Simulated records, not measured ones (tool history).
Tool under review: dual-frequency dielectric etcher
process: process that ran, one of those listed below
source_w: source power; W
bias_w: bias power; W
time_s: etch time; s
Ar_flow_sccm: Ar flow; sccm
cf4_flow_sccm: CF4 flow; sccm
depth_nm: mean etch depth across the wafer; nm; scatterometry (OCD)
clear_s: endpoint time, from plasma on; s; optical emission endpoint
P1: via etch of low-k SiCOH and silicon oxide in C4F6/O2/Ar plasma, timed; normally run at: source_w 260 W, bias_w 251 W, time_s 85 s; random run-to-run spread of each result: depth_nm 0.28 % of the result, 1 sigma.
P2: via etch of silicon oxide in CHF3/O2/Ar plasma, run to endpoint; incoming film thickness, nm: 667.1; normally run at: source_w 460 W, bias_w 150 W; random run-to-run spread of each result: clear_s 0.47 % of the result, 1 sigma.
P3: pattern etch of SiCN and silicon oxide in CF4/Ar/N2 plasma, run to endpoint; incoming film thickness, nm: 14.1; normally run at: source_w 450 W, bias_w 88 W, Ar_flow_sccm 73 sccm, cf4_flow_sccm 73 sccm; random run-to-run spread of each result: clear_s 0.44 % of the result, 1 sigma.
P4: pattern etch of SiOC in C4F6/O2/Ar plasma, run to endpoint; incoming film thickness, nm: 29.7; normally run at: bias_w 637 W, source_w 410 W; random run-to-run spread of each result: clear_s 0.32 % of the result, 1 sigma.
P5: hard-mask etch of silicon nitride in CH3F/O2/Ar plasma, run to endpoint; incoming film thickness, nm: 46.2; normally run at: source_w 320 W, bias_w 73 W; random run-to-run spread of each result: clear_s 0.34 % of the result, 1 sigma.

run   hour  process  source_w  bias_w  time_s  Ar_flow_sccm  cf4_flow_sccm  hours since the last wet clean  hours since the last source power generator calibration  hours since the last bias power generator calibration  depth_nm  clear_s
  1    3.9       P1       260     251      85                                                        330.7                                                   3045.3                                                 2235.2    224.77
  2    8.3       P4       410     637                                                                335.1                                                   3049.7                                                 2239.6             8.7439
  3   11.7       P5       320      73                                                                338.5                                                   3053.1                                                   2243             72.078
  4   17.1       P3       540      88                    73             73                           343.9                                                   3058.5                                                 2248.4              12.73
  5   20.9       P1       260     251      85                                                        347.7                                                   3062.3                                                 2252.2    224.47
  6   26.4       P3       450      51                    73             73                           353.2                                                   3067.8                                                 2257.7              17.57
  7   32.4       P1       260     353      85                                                        359.2                                                   3073.8                                                 2263.7    253.46
  8   36.6       P1       260     251      85                                                        363.4                                                     3078                                                 2267.9    225.55
  9   41.9       P3       450      88                    92             73                           368.7                                                   3083.3                                                 2273.2              15.35
 10   46.4       P5       320      49                                                                373.2                                                   3087.8                                                 2277.7             82.151
 11   51.7       P1       260     251     125                                                        378.5                                                   3093.1                                                   2283     330.9
 12   56.1       P1       260     251      47                                                        382.9                                                   3097.5                                                 2287.4    124.09
 13   62.1       P3       450      88                    73             73                           388.9                                                   3103.5                                                 2293.4             14.794
 14   65.1       P4       410     393                                                                391.9                                                   3106.5                                                 2296.4              10.47
 15     68       P1       260     251      85                                                        394.8                                                   3109.4                                                 2299.3    223.42
 16   71.4       P1       360     251      85                                                        398.2                                                   3112.8                                                 2302.7    254.16
 17   76.1       P3       450      88                    73             73                           402.9                                                   3117.5                                                 2307.4             14.985
 18   79.3       P2       460     150                                                                406.1                                                   3120.7                                                 2310.6             394.48
 19   82.6       P1       260     162   121.5                                                        409.4                                                     3124                                                 2313.9    278.28
 20   87.5       P1       190     251      85                                                        414.3                                                   3128.9                                                 2318.8     200.1
 21   91.6       P2       630     150                                                                418.4                                                     3133                                                 2322.9             351.43
 22     97       P1       260     146      85                                                        423.8                                                   3138.4                                                 2328.3    187.82
 23  103.1       P1       260     195      64                                                        429.9                                                   3144.5                                                 2334.4     155.2
 24  107.1       P2       460     210                                                                433.9                                                   3148.5                                                 2338.4             354.25
 25  112.1       P1       260     251      85                                                        438.9                                                   3153.5                                                 2343.4    223.81
 26  115.9       P3       450      88                    73             87                           442.7                                                   3157.3                                                 2347.2             14.478
 27  119.2       P2       460     150                                                                  446                                                   3160.6                                                 2350.5             395.55
     119.9  -- source power generator calibrated
 28  124.6       P4       340     637                                                                451.4                                                      4.7                                                 2355.9             9.2956
 29  130.6       P5       320      73                                                                457.4                                                     10.7                                                 2361.9             71.459
 30  136.7       P1       260     251      85                                                        463.5                                                     16.8                                                   2368     224.4
 31  141.5       P5       380      73                                                                468.3                                                     21.6                                                 2372.8             67.242
 32  147.1       P1       260     251      85                                                        473.9                                                     27.2                                                 2378.4    224.48
 33  150.3       P1       260     251      85                                                        477.1                                                     30.4                                                 2381.6    226.96
 34    156       P1       260     251      85                                                        482.8                                                     36.1                                                 2387.3    227.73
 35  159.4       P1       260     251      85                                                        486.2                                                     39.5                                                 2390.7    227.21
     161.6  -- wet clean of the chamber
 36  165.9       P1       260     251      85                                                          4.3                                                       46                                                 2397.2    227.96
 37    172       P1       260     251      85                                                         10.4                                                     52.1                                                 2403.3    226.83
 38  178.3       P1       260     251      85                                                         16.7                                                     58.4                                                 2409.6    227.95
 39  183.4       P1       260     251      85                                                         21.8                                                     63.5                                                 2414.7    228.64
 40  187.9       P1       260     251      85                                                         26.3                                                       68                                                 2419.2    228.13

Compared with where it was, what P1 gives has crept away. Each cause listed below fits the log as well as the rest, at the size given for it:
A: bias power that arrives over what is set, % = 4.05
B: source power that arrives over what is set, % = 3.72
The drift started at roughly hour 147.1.
Every other cause this tool's parts could produce, and why it does not fit the log:
chamber walls in a state that raises the etch rate, %: serviced after onset, at hour 161.6, with no recovery of the prior output

The 4 check runs listed below each average the results of 3 wafers, and their outcomes are marked with question marks. Under which run would the listed causes produce clearly different results?
check 1  192.4       P5       320      51                                                                                                                                                                                                       ?
check 2  192.4       P4       410     403                                                                                                                                                                                                       ?
check 3  192.4       P2       620     150                                                                                                                                                                                                       ?
check 4  192.4       P3       520      54                    73             73                                                                                                                                                                  ?

Expected result of each check under each candidate cause:
  check   result    if A    if B
check 1  clear_s   80.08  79.976
check 2  clear_s  10.208  10.216
check 3  clear_s  348.69  348.24
check 4  clear_s  15.087  14.773
Per-check spread between the two closest causes, in the result where they differ most: check 1 0.13 %; check 2 0.08 %; check 3 0.13 %; check 4 2.1 %
The causes can be told apart only by check 4. The other checks would give nearly the same results under each of them.

With check 4 done, the readings were: clear_s 14.693 s. Identify which of the listed causes applies.

B is the cause: source power that arrives over what is set, %.

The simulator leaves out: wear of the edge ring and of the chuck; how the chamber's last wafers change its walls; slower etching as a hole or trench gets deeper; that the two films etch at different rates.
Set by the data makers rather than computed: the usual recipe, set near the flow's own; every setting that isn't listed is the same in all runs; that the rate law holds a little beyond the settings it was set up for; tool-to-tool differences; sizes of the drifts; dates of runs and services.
